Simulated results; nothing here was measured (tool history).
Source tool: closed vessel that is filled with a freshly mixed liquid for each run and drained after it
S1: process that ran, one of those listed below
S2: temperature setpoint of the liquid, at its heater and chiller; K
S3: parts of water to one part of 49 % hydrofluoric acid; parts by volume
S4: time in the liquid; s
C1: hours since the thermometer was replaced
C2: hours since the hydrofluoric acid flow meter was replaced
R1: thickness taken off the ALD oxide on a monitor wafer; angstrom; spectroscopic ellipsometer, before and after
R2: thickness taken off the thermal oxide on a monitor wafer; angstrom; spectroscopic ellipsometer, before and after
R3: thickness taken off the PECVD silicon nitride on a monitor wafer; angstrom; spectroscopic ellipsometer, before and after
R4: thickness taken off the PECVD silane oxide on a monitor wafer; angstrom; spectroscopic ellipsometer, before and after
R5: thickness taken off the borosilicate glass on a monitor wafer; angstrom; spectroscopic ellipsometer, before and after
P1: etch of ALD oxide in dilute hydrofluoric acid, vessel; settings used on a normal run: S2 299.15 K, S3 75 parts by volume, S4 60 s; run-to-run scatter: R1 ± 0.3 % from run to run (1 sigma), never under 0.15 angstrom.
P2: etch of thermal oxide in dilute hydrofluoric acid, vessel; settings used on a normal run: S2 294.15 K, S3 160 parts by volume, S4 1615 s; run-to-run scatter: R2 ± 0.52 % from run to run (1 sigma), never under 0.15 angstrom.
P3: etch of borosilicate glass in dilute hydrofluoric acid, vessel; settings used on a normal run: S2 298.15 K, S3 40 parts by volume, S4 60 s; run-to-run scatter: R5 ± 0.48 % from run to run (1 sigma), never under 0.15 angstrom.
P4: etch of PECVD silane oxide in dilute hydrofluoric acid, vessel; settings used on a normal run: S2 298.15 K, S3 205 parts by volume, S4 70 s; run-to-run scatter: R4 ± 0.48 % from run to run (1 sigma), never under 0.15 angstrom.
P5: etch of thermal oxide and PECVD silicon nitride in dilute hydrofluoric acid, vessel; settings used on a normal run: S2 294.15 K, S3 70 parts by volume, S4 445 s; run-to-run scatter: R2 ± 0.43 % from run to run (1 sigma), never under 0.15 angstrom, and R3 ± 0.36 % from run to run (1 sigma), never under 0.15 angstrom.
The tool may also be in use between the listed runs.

run	day	S1	S2	S3	S4	C1	C2	R1	R2	R3	R4	R5
1	0.200	P1	299.15	75	60	1370.3	1201.3	209.14				
2	0.321	P1	303.15	20	60	1373.2	1204.2	990.68				
3	0.508	P1	299.15	75	60	1377.7	1208.7	209.22				
4	0.688	P1	291.65	75	60	1382.0	1213.0	152.63				
5	0.812	P5	290.15	70	445	1385.0	1216.0		241.46	97.886		
6	1.008	P1	299.15	75	60	1389.7	1220.7	209.28				
7	1.192	P1	307.15	75	60	1394.1	1225.1	283.66				
8	1.421	P1	299.15	75	60	1399.6	1230.6	208.84				
9	1.604	P2	294.15	160	475	1404.0	1235.0		110.52			
10	1.725	P4	298.15	205	100	1406.9	1237.9				141.640	
11	1.842	P2	294.15	160	1615	1409.7	1240.7		372.63			
12	2.029	P1	299.15	110	60	1414.2	1245.2	136.25				
13	2.196	P1	306.15	75	30	1418.2	1249.2	135.75				
14	2.429	P5	294.15	70	805	1423.8	1254.8		519.77	232.330		
15	2.579	P1	299.15	75	30	1427.4	1258.4	104.39				
16	2.750	P4	298.15	205	70	1431.5	1262.5				99.946	
17	2.875	P1	299.15	75	60	1434.5	1265.5	208.64				
18	3.079	P1	299.15	75	95	1439.4	1270.4	332.55				
19	3.279	P1	299.15	75	60	1444.2	1275.2	208.41				
20	3.400	P3	298.15	40	60	1447.1	1278.1					619.90
21	3.633	P3	305.65	40	60	1452.7	1283.7					843.51
22	3.838	P3	298.15	65	60	1457.6	1288.6					369.26
23	4.079	P5	294.15	70	445	1463.4	1294.4		287.95	128.980		
24	4.188	P4	303.65	205	70	1466.0	1297.0				120.970	
25	4.396	P1	299.15	75	60	1471.0	1302.0	208.80				
26	4.650	P4	298.15	70	70	1477.1	1308.1				346.010	
27	4.838	P5	294.15	40	445	1481.6	1312.6		520.06	222.340		
28	5.046	P3	298.15	40	60	1486.6	1317.6					621.33
29	5.175	P3	298.15	40	30	1489.7	1320.7					315.28
30	5.329	P1	299.15	20	60	1493.4	1324.4	839.76				
31	5.538	P2	294.15	45	1615	1498.4	1329.4		1528.50			
32	5.688	P2	290.15	160	1615	1502.0	1333.0		317.20			
33	5.829	P1	299.15	75	60	1505.4	1336.4	207.81				
34	6.017	P1	299.15	75	60	1509.9	1340.9	201.93				
35	6.267	P1	299.15	75	60	1515.9	1346.9	196.71				
36	6.429	P1	299.15	75	60	1519.8	1350.8	195.64				
37	6.617	P1	299.15	75	60	1524.3	1355.3	192.96				
38	6.867	P1	299.15	75	60	1530.3	1361.3	191.24				
39	7.000	P1	299.15	75	60	1533.5	1364.5	191.75				
40	7.179	P1	299.15	75	60	1537.8	1368.8	191.28				
41	7.412	P1	299.15	75	60	1543.4	1374.4	189.64				

Compared with where it was, what P1 gives has crept away. Each cause listed below fits the log as well as the rest, at the size given for it:
A: hydrofluoric acid flow below the setpoint (%) = 8.18
B: liquid colder than its thermometer reads (K) = 2.36
The creep began at about day 5.829.

Question marks stand in for the results of the 4 check runs listed below, each run on one wafer. Under which run would the listed causes show clearly different results?
check 1	7.646	P3	298.15	50	60							?
check 2	7.646	P5	290.15	70	445				?	?		
check 3	7.646	P4	298.15	80	70						?	
check 4	7.646	P2	294.15	105	1615				?			

Expected result of each check under each candidate cause:
check	result	if A	if B
check 1	R5	448.43	445.76
check 2	R2	220.90	218.66
check 2	R3	89.848	82.514
check 3	R4	269.700	269.570
check 4	R2	549.25	548.74
Smallest distance between any two causes, each pair judged by its most separating result, in per cent: check 1 0.6 %; check 2 8.51 %; check 3 0.05 %; check 4 0.09 %
Of the check runs offered, only check 2 discriminates between the causes; the rest would read about the same regardless of which cause applies.

Check 2 was carried out, with these results: R2 218.50 angstrom; R3 82.701 angstrom. Which of the listed causes is responsible?

The cause is B: liquid colder than its thermometer reads (K).
